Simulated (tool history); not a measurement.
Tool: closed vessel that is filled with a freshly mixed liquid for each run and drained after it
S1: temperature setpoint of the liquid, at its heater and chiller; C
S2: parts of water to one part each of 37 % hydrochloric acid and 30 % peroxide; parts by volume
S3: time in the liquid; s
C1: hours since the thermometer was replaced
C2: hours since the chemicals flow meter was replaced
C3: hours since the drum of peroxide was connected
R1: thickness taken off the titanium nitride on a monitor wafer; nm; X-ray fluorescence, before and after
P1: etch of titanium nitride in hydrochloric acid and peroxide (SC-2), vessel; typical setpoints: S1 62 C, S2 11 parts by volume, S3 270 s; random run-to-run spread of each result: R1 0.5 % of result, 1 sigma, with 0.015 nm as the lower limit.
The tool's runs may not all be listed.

Run 1, hour 8: S1 62 C, S2 11 parts by volume, S3 270 s; C1 2228.5; C2 1197; C3 432.7. Result: R1 16.753 nm.
Run 2, hour 18.3: S1 62 C, S2 4 parts by volume, S3 270 s; C1 2238.8; C2 1207.3; C3 443. Result: R1 36.194 nm.
Run 3, hour 35.7: S1 62 C, S2 18 parts by volume, S3 270 s; C1 2256.2; C2 1224.7; C3 460.4. Result: R1 10.83 nm.
Run 4, hour 47.8: S1 62 C, S2 11 parts by volume, S3 270 s; C1 2268.3; C2 1236.8; C3 472.5. Result: R1 16.632 nm.
Run 5, hour 62.8: S1 62 C, S2 11 parts by volume, S3 270 s; C1 2283.3; C2 1251.8; C3 487.5. Result: R1 16.689 nm.
Run 6, hour 76.3: S1 45.5 C, S2 11 parts by volume, S3 270 s; C1 2296.8; C2 1265.3; C3 501. Result: R1 5.7269 nm.
Run 7, hour 87.2: S1 62 C, S2 11 parts by volume, S3 30 s; C1 2307.7; C2 1276.2; C3 511.9. Result: R1 1.8673 nm.
Run 8, hour 102.8: S1 72 C, S2 7 parts by volume, S3 270 s; C1 2323.3; C2 1291.8; C3 527.5. Result: R1 44.196 nm.
Run 9, hour 115: S1 54 C, S2 11 parts by volume, S3 110 s; C1 2335.5; C2 1304; C3 539.7. Result: R1 4.1129 nm.
At hour 116.3: thermometer replaced.
Run 10, hour 128.6: S1 62 C, S2 11 parts by volume, S3 500 s; C1 12.3; C2 1317.6; C3 553.3. Result: R1 30.76 nm.
Run 11, hour 138.7: S1 62 C, S2 11 parts by volume, S3 270 s; C1 22.4; C2 1327.7; C3 563.4. Result: R1 16.914 nm.
Run 12, hour 151.3: S1 72 C, S2 11 parts by volume, S3 270 s; C1 35; C2 1340.3; C3 576. Result: R1 30.567 nm.
Run 13, hour 166.5: S1 62 C, S2 11 parts by volume, S3 270 s; C1 50.2; C2 1355.5; C3 591.2. Result: R1 16.843 nm.
Run 14, hour 178.3: S1 62 C, S2 11 parts by volume, S3 270 s; C1 62; C2 1367.3; C3 603. Result: R1 17.207 nm.
Run 15, hour 186.5: S1 62 C, S2 11 parts by volume, S3 270 s; C1 70.2; C2 1375.5; C3 611.2. Result: R1 17.615 nm.

For run 16, what comes out?
Run 16, hour 200.2: S1 62 C, S2 11 parts by volume, S3 270 s; C1 83.9; C2 1389.2; C3 624.9. Result: R1 ?.

R1: 18.027 nm
